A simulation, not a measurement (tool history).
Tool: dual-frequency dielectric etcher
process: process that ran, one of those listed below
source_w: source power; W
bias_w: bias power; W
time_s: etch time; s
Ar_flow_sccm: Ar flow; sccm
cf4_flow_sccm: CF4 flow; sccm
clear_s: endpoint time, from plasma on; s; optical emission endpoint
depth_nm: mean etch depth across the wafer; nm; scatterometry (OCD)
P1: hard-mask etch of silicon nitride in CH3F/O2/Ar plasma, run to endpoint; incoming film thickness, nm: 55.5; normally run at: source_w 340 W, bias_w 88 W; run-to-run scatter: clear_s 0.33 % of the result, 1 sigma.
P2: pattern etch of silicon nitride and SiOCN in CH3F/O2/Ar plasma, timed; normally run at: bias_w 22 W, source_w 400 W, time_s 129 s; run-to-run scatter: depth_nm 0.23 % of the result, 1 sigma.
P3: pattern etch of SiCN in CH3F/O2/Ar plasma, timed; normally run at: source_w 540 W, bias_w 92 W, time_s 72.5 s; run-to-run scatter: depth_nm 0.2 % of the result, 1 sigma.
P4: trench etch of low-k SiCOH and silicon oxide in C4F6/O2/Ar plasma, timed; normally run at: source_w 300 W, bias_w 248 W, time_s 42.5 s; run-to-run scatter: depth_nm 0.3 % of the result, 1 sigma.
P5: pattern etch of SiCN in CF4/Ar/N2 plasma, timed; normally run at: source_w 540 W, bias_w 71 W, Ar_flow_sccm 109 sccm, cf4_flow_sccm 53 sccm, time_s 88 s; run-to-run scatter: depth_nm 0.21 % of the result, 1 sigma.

run   hour  process  source_w  bias_w  time_s  Ar_flow_sccm  cf4_flow_sccm  clear_s  depth_nm
  1      7       P1       340      88                                        80.512
  2   12.7       P4       300     248    24.5                                          77.411
  3   22.7       P1       340     120                                        72.213
  4   29.3       P1       340      88                                        81.283
  5     36       P5       540      71      88           109             42             79.794
  6   45.8       P1       450      71                                        78.157
  7   54.4       P3       410      92    72.5                                           29.22
  8   61.6       P5       540      92      88           109             53             91.233
  9   68.1       P4       300     327    42.5                                          148.72
 10   76.5       P1       270      88                                        88.411
 11   81.4       P2       400      22   188.5                                          25.472
 12   89.5       P2       400      17     129                                          15.656
 13   94.2       P3       540      92    72.5                                          32.317
 14   99.1       P1       340      52                                        96.758
 15  107.6       P1       340      88                                         80.96
 16  113.9       P4       300     248    42.5                                          134.11
 17  121.1       P2       280      22     129                                           15.41
 18  126.3       P5       540      71     123           109             53             116.09
 19    134       P3       540      92    40.5                                          18.005
 20  144.2       P1       470      88                                        71.701
 21  152.8       P4       390     248    42.5                                          147.83
 22  162.5       P1       340      88                                        80.371
 23  167.4       P1       340      88                                        81.073

Run 24 comes next. What will it give?
 24  176.4       P2       400      22     129                                               ?

{"run 24": {"depth_nm": 17.419}}

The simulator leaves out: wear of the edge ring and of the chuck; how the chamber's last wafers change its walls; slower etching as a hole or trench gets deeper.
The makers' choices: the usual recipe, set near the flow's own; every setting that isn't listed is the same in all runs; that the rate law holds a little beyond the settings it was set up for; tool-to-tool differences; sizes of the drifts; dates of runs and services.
